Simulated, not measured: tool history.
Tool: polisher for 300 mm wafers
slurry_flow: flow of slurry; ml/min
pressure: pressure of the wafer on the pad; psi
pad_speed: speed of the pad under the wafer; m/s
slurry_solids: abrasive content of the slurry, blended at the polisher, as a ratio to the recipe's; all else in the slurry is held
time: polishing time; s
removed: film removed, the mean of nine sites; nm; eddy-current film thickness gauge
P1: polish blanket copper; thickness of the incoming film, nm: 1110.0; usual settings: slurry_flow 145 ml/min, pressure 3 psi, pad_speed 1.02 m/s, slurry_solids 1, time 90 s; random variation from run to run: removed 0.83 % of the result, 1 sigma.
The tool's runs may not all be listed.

run	hour	slurry_flow	pressure	pad_speed	slurry_solids	time	removed
1	8.5	145	3	1.02	1	90	307.07
2	15.9	145	3	1.02	0.65	90	281.4
# hour 24.7: head pressure recalibrated
3	25.4	145	3	1.58	1	90	478.25
4	31.8	145	3	1.02	1	136	472.27
5	39	145	3	1.02	1	90	310.06
6	44.1	145	3	0.6	1	90	179.56
# hour 49.9: slurry nozzle cleaned
7	50.1	220	3	1.02	1	90	330.43
8	56.6	145	3	1.02	1	46	159.7
9	63.7	145	3.9	1.02	1	90	405.27
10	68.1	145	3	1.02	1	90	310.3
11	73.8	145	3	1.02	1	90	309.34
12	79.4	145	3	1.02	1	90	314.43
13	87.7	145	3	1.02	1	90	310.86
14	95.9	145	2	1.02	1	90	203.83
15	103	85	3	0.64	1	90	171.25

The next listed run, before its measurement:
16	107.8	145	3	1.02	1	90	?

{"run 16": {"removed": 312.56}}

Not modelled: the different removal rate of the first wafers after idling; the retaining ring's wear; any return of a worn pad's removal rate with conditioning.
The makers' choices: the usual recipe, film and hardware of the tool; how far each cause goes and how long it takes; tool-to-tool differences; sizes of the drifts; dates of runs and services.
